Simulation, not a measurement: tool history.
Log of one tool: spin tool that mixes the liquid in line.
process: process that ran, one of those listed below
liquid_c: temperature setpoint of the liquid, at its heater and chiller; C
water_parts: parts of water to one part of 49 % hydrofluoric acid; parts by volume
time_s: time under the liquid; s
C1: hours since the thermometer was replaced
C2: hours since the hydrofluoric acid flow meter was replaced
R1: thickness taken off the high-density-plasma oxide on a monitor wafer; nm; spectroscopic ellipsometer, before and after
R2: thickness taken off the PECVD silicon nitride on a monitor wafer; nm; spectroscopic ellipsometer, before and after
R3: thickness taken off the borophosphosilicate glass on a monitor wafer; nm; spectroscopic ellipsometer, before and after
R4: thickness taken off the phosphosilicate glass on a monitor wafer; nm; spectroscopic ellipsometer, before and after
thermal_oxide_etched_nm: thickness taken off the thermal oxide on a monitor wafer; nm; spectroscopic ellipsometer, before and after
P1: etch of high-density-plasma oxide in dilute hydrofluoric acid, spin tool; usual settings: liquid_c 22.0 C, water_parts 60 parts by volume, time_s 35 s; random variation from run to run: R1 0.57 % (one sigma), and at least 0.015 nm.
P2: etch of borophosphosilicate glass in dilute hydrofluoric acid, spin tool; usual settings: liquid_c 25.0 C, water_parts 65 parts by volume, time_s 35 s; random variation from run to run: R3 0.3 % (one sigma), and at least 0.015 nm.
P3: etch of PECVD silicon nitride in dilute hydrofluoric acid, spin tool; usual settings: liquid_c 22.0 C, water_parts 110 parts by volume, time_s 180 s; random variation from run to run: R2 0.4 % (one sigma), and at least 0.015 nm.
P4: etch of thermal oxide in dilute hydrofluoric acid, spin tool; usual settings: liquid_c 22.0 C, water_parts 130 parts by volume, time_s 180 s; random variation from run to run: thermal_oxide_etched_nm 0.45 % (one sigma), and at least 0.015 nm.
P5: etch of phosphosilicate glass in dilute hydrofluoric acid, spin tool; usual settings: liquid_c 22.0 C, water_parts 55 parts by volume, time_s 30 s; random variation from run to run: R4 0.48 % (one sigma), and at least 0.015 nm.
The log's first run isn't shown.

{"run": 2, "hour": 20.8, "process": "P3", "liquid_c": 22.0, "water_parts": 110, "time_s": 180, "C1": 695.4, "C2": 271.8, "R2": 8.2078}
{"run": 3, "hour": 32.9, "process": "P1", "liquid_c": 22.0, "water_parts": 60, "time_s": 35, "C1": 707.5, "C2": 283.9, "R1": 4.2359}
{"run": 4, "hour": 44.9, "process": "P1", "liquid_c": 22.0, "water_parts": 60, "time_s": 35, "C1": 719.5, "C2": 295.9, "R1": 4.281}
{"run": 5, "hour": 50.5, "process": "P1", "liquid_c": 22.0, "water_parts": 30, "time_s": 15, "C1": 725.1, "C2": 301.5, "R1": 3.791}
{"run": 6, "hour": 62.0, "process": "P3", "liquid_c": 17.0, "water_parts": 110, "time_s": 180, "C1": 736.6, "C2": 313.0, "R2": 5.7851}
{"run": 7, "hour": 69.4, "process": "P2", "liquid_c": 25.0, "water_parts": 65, "time_s": 35, "C1": 744.0, "C2": 320.4, "R3": 14.926}
{"run": 8, "hour": 80.8, "process": "P3", "liquid_c": 22.0, "water_parts": 110, "time_s": 100, "C1": 755.4, "C2": 331.8, "R2": 4.5672}
{"run": 9, "hour": 92.1, "process": "P1", "liquid_c": 18.5, "water_parts": 60, "time_s": 55, "C1": 766.7, "C2": 343.1, "R1": 5.7781}
{"run": 10, "hour": 102.0, "process": "P5", "liquid_c": 22.0, "water_parts": 55, "time_s": 30, "C1": 776.6, "C2": 353.0, "R4": 109.27}
{"run": 11, "hour": 110.6, "process": "P3", "liquid_c": 22.0, "water_parts": 110, "time_s": 180, "C1": 785.2, "C2": 361.6, "R2": 8.113}
{"run": 12, "hour": 120.5, "process": "P5", "liquid_c": 22.0, "water_parts": 20, "time_s": 30, "C1": 795.1, "C2": 371.5, "R4": 314.49}
{"run": 13, "hour": 132.5, "process": "P2", "liquid_c": 18.5, "water_parts": 65, "time_s": 35, "C1": 807.1, "C2": 383.5, "R3": 11.328}
{"run": 14, "hour": 139.4, "process": "P1", "liquid_c": 22.0, "water_parts": 90, "time_s": 35, "C1": 814.0, "C2": 390.4, "R1": 2.7299}
{"run": 15, "hour": 145.3, "process": "P4", "liquid_c": 22.0, "water_parts": 130, "time_s": 180, "C1": 819.9, "C2": 396.3, "thermal_oxide_etched_nm": 5.3758}
{"run": 16, "hour": 157.4, "process": "P4", "liquid_c": 22.0, "water_parts": 130, "time_s": 310, "C1": 832.0, "C2": 408.4, "thermal_oxide_etched_nm": 9.1909}
{"run": 17, "hour": 164.1, "process": "P2", "liquid_c": 25.0, "water_parts": 65, "time_s": 20, "C1": 838.7, "C2": 415.1, "R3": 8.5094}
{"run": 18, "hour": 173.1, "process": "P1", "liquid_c": 29.5, "water_parts": 60, "time_s": 35, "C1": 847.7, "C2": 424.1, "R1": 5.7701}
{"run": 19, "hour": 182.1, "process": "P3", "liquid_c": 22.0, "water_parts": 40, "time_s": 180, "C1": 856.7, "C2": 433.1, "R2": 21.985}
{"run": 20, "hour": 190.1, "process": "P1", "liquid_c": 18.0, "water_parts": 60, "time_s": 35, "C1": 864.7, "C2": 441.1, "R1": 3.6418}
{"run": 21, "hour": 201.5, "process": "P5", "liquid_c": 22.0, "water_parts": 55, "time_s": 60, "C1": 876.1, "C2": 452.5, "R4": 218.66}
{"run": 22, "hour": 212.7, "process": "P1", "liquid_c": 22.0, "water_parts": 60, "time_s": 15, "C1": 887.3, "C2": 463.7, "R1": 1.8312}

The next listed run, before its measurement:
{"run": 23, "hour": 223.8, "process": "P5", "liquid_c": 17.0, "water_parts": 55, "time_s": 30, "C1": 898.4, "C2": 474.8, "R4": "?"}

Run 23 gave R4 88.914 nm.
